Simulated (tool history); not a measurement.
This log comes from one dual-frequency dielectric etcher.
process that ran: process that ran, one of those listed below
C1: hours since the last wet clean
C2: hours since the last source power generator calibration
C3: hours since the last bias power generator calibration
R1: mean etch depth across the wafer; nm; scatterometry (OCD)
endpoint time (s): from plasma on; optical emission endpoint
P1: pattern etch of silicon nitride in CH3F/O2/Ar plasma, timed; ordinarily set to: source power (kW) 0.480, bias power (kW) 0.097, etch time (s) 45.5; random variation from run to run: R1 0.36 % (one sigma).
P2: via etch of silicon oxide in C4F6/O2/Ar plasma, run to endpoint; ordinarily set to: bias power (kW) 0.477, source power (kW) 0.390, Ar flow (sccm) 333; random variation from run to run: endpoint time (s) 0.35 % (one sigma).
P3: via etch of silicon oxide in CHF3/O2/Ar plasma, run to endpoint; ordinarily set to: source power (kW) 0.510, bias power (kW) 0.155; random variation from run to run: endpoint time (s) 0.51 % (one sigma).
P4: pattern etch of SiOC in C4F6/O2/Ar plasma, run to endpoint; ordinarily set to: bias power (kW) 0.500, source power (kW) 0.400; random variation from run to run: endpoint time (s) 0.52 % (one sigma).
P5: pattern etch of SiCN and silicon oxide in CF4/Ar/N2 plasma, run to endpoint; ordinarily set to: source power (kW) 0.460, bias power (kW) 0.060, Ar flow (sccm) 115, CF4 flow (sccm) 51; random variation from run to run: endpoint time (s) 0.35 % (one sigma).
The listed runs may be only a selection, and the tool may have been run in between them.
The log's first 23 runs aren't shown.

run 24 hour=175.9 | process_that_ran=P3 source_power_(kW)=0.510 bias_power_(kW)=0.155 | C1=75.8 C2=2139.9 C3=439.9 | endpoint_time_(s)=352.590
-- hour=181.1 bias power generator calibrated
run 25 hour=185.4 | process_that_ran=P2 source_power_(kW)=0.390 bias_power_(kW)=0.477 Ar_flow_(sccm)=205 | C1=85.3 C2=2149.4 C3=4.4 | endpoint_time_(s)=25.655
run 26 hour=192.9 | process_that_ran=P1 source_power_(kW)=0.480 bias_power_(kW)=0.097 etch_time_(s)=45.5 | C1=92.8 C2=2156.9 C3=11.9 | R1=38.452
run 27 hour=201.3 | process_that_ran=P4 source_power_(kW)=0.290 bias_power_(kW)=0.500 | C1=101.2 C2=2165.3 C3=20.3 | endpoint_time_(s)=15.031
run 28 hour=210.9 | process_that_ran=P1 source_power_(kW)=0.480 bias_power_(kW)=0.097 etch_time_(s)=45.5 | C1=110.8 C2=2174.9 C3=29.9 | R1=38.731
run 29 hour=219.7 | process_that_ran=P1 source_power_(kW)=0.480 bias_power_(kW)=0.097 etch_time_(s)=45.5 | C1=119.6 C2=2183.7 C3=38.7 | R1=38.805
run 30 hour=224.9 | process_that_ran=P1 source_power_(kW)=0.620 bias_power_(kW)=0.097 etch_time_(s)=25.0 | C1=124.8 C2=2188.9 C3=43.9 | R1=23.296
run 31 hour=230.6 | process_that_ran=P1 source_power_(kW)=0.480 bias_power_(kW)=0.097 etch_time_(s)=45.5 | C1=130.5 C2=2194.6 C3=49.6 | R1=38.759
run 32 hour=240.2 | process_that_ran=P1 source_power_(kW)=0.480 bias_power_(kW)=0.097 etch_time_(s)=45.5 | C1=140.1 C2=2204.2 C3=59.2 | R1=38.135
run 33 hour=244.8 | process_that_ran=P1 source_power_(kW)=0.480 bias_power_(kW)=0.097 etch_time_(s)=45.5 | C1=144.7 C2=2208.8 C3=63.8 | R1=38.349
run 34 hour=251.2 | process_that_ran=P1 source_power_(kW)=0.480 bias_power_(kW)=0.097 etch_time_(s)=45.5 | C1=151.1 C2=2215.2 C3=70.2 | R1=38.114
run 35 hour=257.9 | process_that_ran=P1 source_power_(kW)=0.480 bias_power_(kW)=0.097 etch_time_(s)=45.5 | C1=157.8 C2=2221.9 C3=76.9 | R1=38.159
run 36 hour=263.7 | process_that_ran=P1 source_power_(kW)=0.480 bias_power_(kW)=0.097 etch_time_(s)=45.5 | C1=163.6 C2=2227.7 C3=82.7 | R1=38.220

What does the tool deliver on the next run?
run 37 hour=269.1 | process_that_ran=P1 source_power_(kW)=0.480 bias_power_(kW)=0.097 etch_time_(s)=45.5 | C1=169.0 C2=2233.1 C3=88.1 | R1=?

Run 37 yielded R1 38.125 nm.
